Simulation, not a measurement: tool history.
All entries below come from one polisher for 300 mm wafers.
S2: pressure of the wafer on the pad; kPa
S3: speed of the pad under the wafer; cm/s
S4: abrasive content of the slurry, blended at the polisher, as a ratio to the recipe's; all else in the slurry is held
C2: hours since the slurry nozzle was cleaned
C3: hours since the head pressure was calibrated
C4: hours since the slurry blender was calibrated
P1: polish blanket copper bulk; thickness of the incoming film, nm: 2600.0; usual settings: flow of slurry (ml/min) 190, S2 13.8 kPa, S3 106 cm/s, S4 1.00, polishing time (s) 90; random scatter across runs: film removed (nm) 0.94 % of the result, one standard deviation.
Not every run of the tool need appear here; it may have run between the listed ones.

Run 1, hour 13.9: flow of slurry (ml/min) 190, S2 13.8 kPa, S3 106 cm/s, S4 1.00, polishing time (s) 90; wafers polished on this pad 1083; C2 338.2; C3 155.2; C4 148.0. Result: film removed (nm) 672.52.
Run 2, hour 21.0: flow of slurry (ml/min) 190, S2 13.8 kPa, S3 106 cm/s, S4 1.00, polishing time (s) 40; wafers polished on this pad 1154; C2 345.3; C3 162.3; C4 155.1. Result: film removed (nm) 294.20.
Run 3, hour 29.4: flow of slurry (ml/min) 190, S2 13.8 kPa, S3 106 cm/s, S4 1.00, polishing time (s) 90; wafers polished on this pad 1237; C2 353.7; C3 170.7; C4 163.5. Result: film removed (nm) 661.84.
Run 4, hour 44.4: flow of slurry (ml/min) 190, S2 13.8 kPa, S3 68 cm/s, S4 1.00, polishing time (s) 90; wafers polished on this pad 1386; C2 368.7; C3 185.7; C4 178.5. Result: film removed (nm) 426.43.
Run 5, hour 56.4: flow of slurry (ml/min) 190, S2 13.8 kPa, S3 106 cm/s, S4 1.00, polishing time (s) 90; wafers polished on this pad 1505; C2 380.7; C3 197.7; C4 190.5. Result: film removed (nm) 659.02.
Run 6, hour 70.9: flow of slurry (ml/min) 190, S2 13.8 kPa, S3 106 cm/s, S4 1.00, polishing time (s) 130; wafers polished on this pad 1649; C2 395.2; C3 212.2; C4 205.0. Result: film removed (nm) 954.90.
Run 7, hour 84.8: flow of slurry (ml/min) 190, S2 13.8 kPa, S3 106 cm/s, S4 1.00, polishing time (s) 90; wafers polished on this pad 1787; C2 409.1; C3 226.1; C4 218.9. Result: film removed (nm) 669.92.
At hour 91.2: worn pad replaced by a new one.
Run 8, hour 92.5: flow of slurry (ml/min) 190, S2 17.9 kPa, S3 106 cm/s, S4 1.00, polishing time (s) 90; wafers polished on this pad 13; C2 416.8; C3 233.8; C4 226.6. Result: film removed (nm) 852.05.
Run 9, hour 100.4: flow of slurry (ml/min) 190, S2 13.8 kPa, S3 106 cm/s, S4 1.00, polishing time (s) 90; wafers polished on this pad 91; C2 424.7; C3 241.7; C4 234.5. Result: film removed (nm) 653.96.
Run 10, hour 113.4: flow of slurry (ml/min) 190, S2 13.8 kPa, S3 106 cm/s, S4 1.35, polishing time (s) 90; wafers polished on this pad 221; C2 437.7; C3 254.7; C4 247.5. Result: film removed (nm) 701.76.
Run 11, hour 127.2: flow of slurry (ml/min) 235, S2 21.4 kPa, S3 106 cm/s, S4 1.00, polishing time (s) 90; wafers polished on this pad 358; C2 451.5; C3 268.5; C4 261.3. Result: film removed (nm) 1050.30.
Run 12, hour 138.1: flow of slurry (ml/min) 190, S2 6.2 kPa, S3 106 cm/s, S4 1.00, polishing time (s) 90; wafers polished on this pad 466; C2 462.4; C3 279.4; C4 272.2. Result: film removed (nm) 300.71.
Run 13, hour 151.3: flow of slurry (ml/min) 255, S2 13.8 kPa, S3 106 cm/s, S4 1.00, polishing time (s) 90; wafers polished on this pad 597; C2 475.6; C3 292.6; C4 285.4. Result: film removed (nm) 678.72.
Run 14, hour 160.5: flow of slurry (ml/min) 115, S2 13.8 kPa, S3 106 cm/s, S4 1.00, polishing time (s) 90; wafers polished on this pad 688; C2 484.8; C3 301.8; C4 294.6. Result: film removed (nm) 608.13.
Run 15, hour 175.6: flow of slurry (ml/min) 190, S2 13.8 kPa, S3 106 cm/s, S4 0.55, polishing time (s) 90; wafers polished on this pad 838; C2 499.9; C3 316.9; C4 309.7. Result: film removed (nm) 583.54.
Run 16, hour 186.3: flow of slurry (ml/min) 190, S2 13.8 kPa, S3 160 cm/s, S4 1.00, polishing time (s) 90; wafers polished on this pad 945; C2 510.6; C3 327.6; C4 320.4. Result: film removed (nm) 995.78.
Run 17, hour 198.0: flow of slurry (ml/min) 190, S2 13.8 kPa, S3 106 cm/s, S4 1.00, polishing time (s) 90; wafers polished on this pad 1061; C2 522.3; C3 339.3; C4 332.1. Result: film removed (nm) 655.05.
Run 18, hour 211.7: flow of slurry (ml/min) 190, S2 13.8 kPa, S3 106 cm/s, S4 1.00, polishing time (s) 90; wafers polished on this pad 1197; C2 536.0; C3 353.0; C4 345.8. Result: film removed (nm) 650.05.
At hour 224.7: worn pad replaced by a new one.
Run 19, hour 226.6: flow of slurry (ml/min) 190, S2 13.8 kPa, S3 106 cm/s, S4 1.00, polishing time (s) 90; wafers polished on this pad 19; C2 550.9; C3 367.9; C4 360.7. Result: film removed (nm) 634.00.
Run 20, hour 236.6: flow of slurry (ml/min) 190, S2 13.8 kPa, S3 106 cm/s, S4 1.00, polishing time (s) 90; wafers polished on this pad 118; C2 560.9; C3 377.9; C4 370.7. Result: film removed (nm) 630.27.
At hour 243.6: head pressure recalibrated.
Run 21, hour 248.6: flow of slurry (ml/min) 190, S2 13.8 kPa, S3 106 cm/s, S4 1.00, polishing time (s) 90; wafers polished on this pad 237; C2 572.9; C3 5.1; C4 382.7. Result: film removed (nm) 624.47.
Run 22, hour 256.4: flow of slurry (ml/min) 190, S2 13.8 kPa, S3 106 cm/s, S4 1.00, polishing time (s) 90; wafers polished on this pad 315; C2 580.7; C3 12.9; C4 390.5. Result: film removed (nm) 630.78.
Run 23, hour 267.1: flow of slurry (ml/min) 190, S2 13.8 kPa, S3 106 cm/s, S4 1.00, polishing time (s) 90; wafers polished on this pad 421; C2 591.4; C3 23.6; C4 401.2. Result: film removed (nm) 632.62.

Something has made what P1 gives creep away from where it was; the 2 causes below, each at its own stated size, fit the log equally well:
A: abrasive missing from the slurry, % = 24.3
B: slurry flow missing at the pad, % = 30.1
The onset of the drift is placed at about hour 198.0.
Every other cause this tool's parts could produce, and why it does not fit the log:
removal rate lost through wear of the pad, %: serviced at hour 224.7, after the drift had started, without restoring the earlier output
head's pressure below its setpoint, %: serviced at hour 243.6, after the drift had started, without restoring the earlier output

Which of the 4 check runs listed below, each an average over 5 wafers with its results shown as question marks, gives clearly different results under the different listed causes?
Run check 1, hour 277.8: flow of slurry (ml/min) 190, S2 9.0 kPa, S3 138 cm/s, S4 1.00, polishing time (s) 90. Result: film removed (nm) ?.
Run check 2, hour 277.8: flow of slurry (ml/min) 190, S2 13.8 kPa, S3 160 cm/s, S4 1.25, polishing time (s) 90. Result: film removed (nm) ?.
Run check 3, hour 277.8: flow of slurry (ml/min) 190, S2 13.8 kPa, S3 106 cm/s, S4 0.75, polishing time (s) 90. Result: film removed (nm) ?.
Run check 4, hour 277.8: flow of slurry (ml/min) 120, S2 13.8 kPa, S3 106 cm/s, S4 1.00, polishing time (s) 90. Result: film removed (nm) ?.

If the cause were each of the candidates in turn, the checks would give the following:
  check             result    if A    if B
check 1  film removed (nm)  527.53  527.58
check 2  film removed (nm)  986.10  987.77
check 3  film removed (nm)  587.98  586.80
check 4  film removed (nm)  576.06  558.99
Gap, in per cent, between the two causes that each check separates least, read from the result that separates them most: check 1 0.01 %; check 2 0.17 %; check 3 0.2 %; check 4 3.01 %
Of the check runs offered, only check 4 discriminates between the causes; the rest would read about the same regardless of which cause applies.

Here is what check 4 returned: film removed (nm) 575.58. Which cause is it?

The cause is A: abrasive missing from the slurry, %.

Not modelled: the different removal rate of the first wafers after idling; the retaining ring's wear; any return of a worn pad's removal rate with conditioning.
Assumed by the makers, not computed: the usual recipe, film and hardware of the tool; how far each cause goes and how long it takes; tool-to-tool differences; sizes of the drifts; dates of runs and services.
